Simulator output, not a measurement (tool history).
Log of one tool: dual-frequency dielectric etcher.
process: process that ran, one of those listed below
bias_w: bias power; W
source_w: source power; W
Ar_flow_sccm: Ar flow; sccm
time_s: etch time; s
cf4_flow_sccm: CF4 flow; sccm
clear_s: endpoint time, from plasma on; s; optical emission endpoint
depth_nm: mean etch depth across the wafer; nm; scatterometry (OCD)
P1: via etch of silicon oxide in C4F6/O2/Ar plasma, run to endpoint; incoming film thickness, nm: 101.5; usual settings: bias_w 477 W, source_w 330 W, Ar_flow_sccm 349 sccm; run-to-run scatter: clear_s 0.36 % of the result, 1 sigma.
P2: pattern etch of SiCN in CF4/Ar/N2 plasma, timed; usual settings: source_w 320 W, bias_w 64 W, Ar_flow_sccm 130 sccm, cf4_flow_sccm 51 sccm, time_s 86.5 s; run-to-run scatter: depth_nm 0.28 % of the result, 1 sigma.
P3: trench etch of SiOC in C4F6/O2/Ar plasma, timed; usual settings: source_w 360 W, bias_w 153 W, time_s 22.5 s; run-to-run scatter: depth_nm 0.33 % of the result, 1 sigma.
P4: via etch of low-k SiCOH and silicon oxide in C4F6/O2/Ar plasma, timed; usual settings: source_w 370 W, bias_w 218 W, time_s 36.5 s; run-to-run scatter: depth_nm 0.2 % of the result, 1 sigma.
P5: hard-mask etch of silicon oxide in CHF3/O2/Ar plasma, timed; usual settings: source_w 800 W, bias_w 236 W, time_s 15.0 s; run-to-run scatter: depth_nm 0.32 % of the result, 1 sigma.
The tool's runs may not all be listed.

| run | hour | process | bias_w | source_w | Ar_flow_sccm | time_s | cf4_flow_sccm | clear_s | depth_nm |
|---|---|---|---|---|---|---|---|---|---|
| 1 | 7.6 | P1 | 477 | 330 | 349 |  |  | 25.382 |  |
| 2 | 16.6 | P5 | 236 | 800 |  | 10.5 |  |  | 25.078 |
| 3 | 23.8 | P1 | 477 | 330 | 349 |  |  | 25.366 |  |
| 4 | 35.8 | P2 | 64 | 260 | 130 | 86.5 | 51 |  | 38.892 |
| 5 | 49.6 | P1 | 477 | 330 | 212 |  |  | 24.018 |  |
| 6 | 62.7 | P1 | 617 | 270 | 349 |  |  | 24.801 |  |
| 7 | 76.8 | P2 | 64 | 320 | 130 | 116.0 | 51 |  | 62.338 |
| 8 | 87.2 | P5 | 236 | 800 |  | 15.0 |  |  | 35.857 |
| 9 | 99.3 | P4 | 218 | 370 |  | 36.5 |  |  | 99.068 |
| 10 | 106.2 | P3 | 153 | 360 |  | 33.0 |  |  | 61.526 |
| 11 | 115.4 | P3 | 117 | 360 |  | 22.5 |  |  | 38.788 |
| 12 | 127.2 | P2 | 64 | 320 | 130 | 86.5 | 51 |  | 46.556 |
| 13 | 141.1 | P4 | 303 | 370 |  | 36.5 |  |  | 111.380 |
| 14 | 152.8 | P3 | 153 | 230 |  | 22.5 |  |  | 35.260 |
| 15 | 160.6 | P1 | 477 | 420 | 275 |  |  | 22.674 |  |
| 16 | 167.2 | P1 | 477 | 330 | 349 |  |  | 25.372 |  |
| 17 | 177.7 | P1 | 324 | 330 | 349 |  |  | 29.179 |  |
| 18 | 190.1 | P4 | 218 | 370 |  | 26.5 |  |  | 71.943 |
| 19 | 204.2 | P1 | 477 | 390 | 349 |  |  | 23.774 |  |
| 20 | 211.9 | P2 | 82 | 320 | 130 | 86.5 | 51 |  | 50.929 |
| 21 | 218.8 | P1 | 477 | 330 | 349 |  |  | 25.291 |  |
| 22 | 230.5 | P4 | 218 | 300 |  | 36.5 |  |  | 91.568 |
| 23 | 241.9 | P1 | 644 | 330 | 473 |  |  | 23.542 |  |
| 24 | 254.4 | P2 | 64 | 320 | 130 | 86.5 | 40 |  | 44.378 |
| 25 | 264.5 | P1 | 477 | 330 | 349 |  |  | 25.414 |  |
| 26 | 270.7 | P5 | 236 | 1040 |  | 15.0 |  |  | 39.563 |
| 27 | 281.8 | P3 | 153 | 360 |  | 22.5 |  |  | 41.865 |
| 28 | 290.5 | P2 | 64 | 320 | 105 | 86.5 | 51 |  | 48.341 |
| 29 | 304.4 | P1 | 477 | 330 | 449 |  |  | 26.145 |  |
| 30 | 312.3 | P1 | 477 | 330 | 349 |  |  | 25.323 |  |
| 31 | 322.1 | P1 | 570 | 330 | 349 |  |  | 23.646 |  |
| 32 | 335.3 | P3 | 153 | 360 |  | 22.5 |  |  | 42.145 |
| 33 | 345.1 | P1 | 477 | 250 | 349 |  |  | 28.120 |  |
| 34 | 356.1 | P5 | 153 | 800 |  | 15.0 |  |  | 30.936 |
| 35 | 366.1 | P1 | 477 | 330 | 349 |  |  | 25.468 |  |
| 36 | 374.4 | P1 | 477 | 330 | 349 |  |  | 25.512 |  |
| 37 | 386.7 | P1 | 477 | 330 | 349 |  |  | 25.604 |  |
| 38 | 399.6 | P1 | 477 | 330 | 349 |  |  | 25.743 |  |
| 39 | 408.5 | P1 | 477 | 330 | 349 |  |  | 25.768 |  |
|  | 420.7 | wet clean of the chamber |
| 40 | 422.1 | P1 | 477 | 330 | 349 |  |  | 25.960 |  |
| 41 | 433.6 | P1 | 477 | 330 | 349 |  |  | 25.824 |  |
| 42 | 445.4 | P1 | 477 | 330 | 349 |  |  | 25.914 |  |

What P1 gives has crept away from where it was. These 2 causes fit the log equally well, each at the size given:
A: source power that arrives under what is set, % = 4.76
B: bias power that arrives under what is set, % = 4.7
The creep began at about hour 366.1.
Why every other cause is out:
chamber walls in a state that lowers the etch rate, %: serviced at hour 420.7, which brought nothing back
Ar flow that arrives over what is set, %: at most 8, which would move clear_s by +0.9 %: too little, or the wrong way

4 check runs are offered, one wafer each, their results left as question marks. Which one tells the causes apart?
| check 1 | 457.2 | P5 | 236 | 800 |  | 15.0 |  |  | ? |
| check 2 | 457.2 | P2 | 64 | 320 | 130 | 86.5 | 51 |  | ? |
| check 3 | 457.2 | P3 | 153 | 360 |  | 22.5 |  |  | ? |
| check 4 | 457.2 | P4 | 218 | 370 |  | 36.5 |  |  | ? |

What each check would give under each cause:
| check | result | if A | if B |
|---|---|---|---|
| check 1 | depth_nm | 35.236 | 35.300 |
| check 2 | depth_nm | 44.548 | 45.631 |
| check 3 | depth_nm | 41.238 | 41.419 |
| check 4 | depth_nm | 97.500 | 97.784 |
How far apart the two closest causes lie, in the result that separates them most: check 1 0.18 %; check 2 2.4 %; check 3 0.44 %; check 4 0.29 %
Check 2 tells the causes apart: in the others they would give nearly the same result.

Check 2 was then run and gave: depth_nm 45.678 nm. Which cause is it?

It is B: bias power that arrives under what is set, %.
